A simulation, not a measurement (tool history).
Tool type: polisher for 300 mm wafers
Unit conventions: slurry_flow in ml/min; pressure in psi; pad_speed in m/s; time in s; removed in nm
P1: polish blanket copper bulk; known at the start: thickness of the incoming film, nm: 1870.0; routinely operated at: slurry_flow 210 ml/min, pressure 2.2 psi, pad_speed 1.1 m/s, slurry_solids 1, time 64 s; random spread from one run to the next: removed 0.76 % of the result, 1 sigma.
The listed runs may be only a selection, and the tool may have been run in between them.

| run | hour | slurry_flow | pressure | pad_speed | slurry_solids | time | wafers polished on this pad | hours since the slurry nozzle was cleaned | hours since the head pressure was calibrated | hours since the slurry blender was calibrated | removed |
|---|---|---|---|---|---|---|---|---|---|---|---|
| 1 | 14.4 | 210 | 2.2 | 1.1 | 1 | 64 | 244 | 178 | 748.3 | 28.3 | 406.95 |
| 2 | 22.9 | 210 | 2.2 | 1.1 | 1 | 82 | 302 | 186.5 | 756.8 | 36.8 | 534.33 |
| 3 | 30.9 | 210 | 2.2 | 1.1 | 1.35 | 41 | 358 | 194.5 | 764.8 | 44.8 | 281.71 |
| 4 | 38.9 | 210 | 2.2 | 1.1 | 1 | 45 | 413 | 202.5 | 772.8 | 52.8 | 289.78 |
| 5 | 49.5 | 210 | 2.2 | 0.5 | 1 | 64 | 486 | 213.1 | 783.4 | 63.4 | 185.82 |
| 6 | 62.2 | 210 | 2.2 | 1.38 | 1 | 64 | 573 | 225.8 | 796.1 | 76.1 | 518.1 |
| 7 | 77 | 210 | 3.2 | 1.1 | 0.7 | 64 | 675 | 240.6 | 810.9 | 90.9 | 553.21 |
| 8 | 94 | 210 | 1.1 | 1.1 | 1 | 64 | 792 | 257.6 | 827.9 | 107.9 | 202.55 |
| 9 | 108.7 | 125 | 2.2 | 1.1 | 1 | 64 | 893 | 272.3 | 842.6 | 122.6 | 377.64 |
| 10 | 118.5 | 330 | 2.2 | 1.1 | 1 | 64 | 961 | 282.1 | 852.4 | 132.4 | 431.57 |
|  | 126.2 | slurry blender recalibrated |
| 11 | 135 | 210 | 2.2 | 1.1 | 0.7 | 64 | 1074 | 298.6 | 868.9 | 8.8 | 381.97 |
| 12 | 147.3 | 210 | 3 | 1.1 | 1 | 64 | 1159 | 310.9 | 881.2 | 21.1 | 555.06 |
| 13 | 155.8 | 210 | 2.2 | 1.1 | 1 | 64 | 1217 | 319.4 | 889.7 | 29.6 | 410.97 |

The next listed run, before its measurement:
| 14 | 171 | 210 | 2.2 | 1.1 | 1.45 | 64 | 1322 | 334.6 | 904.9 | 44.8 | ? |

{"run 14": {"removed": 445.43}}
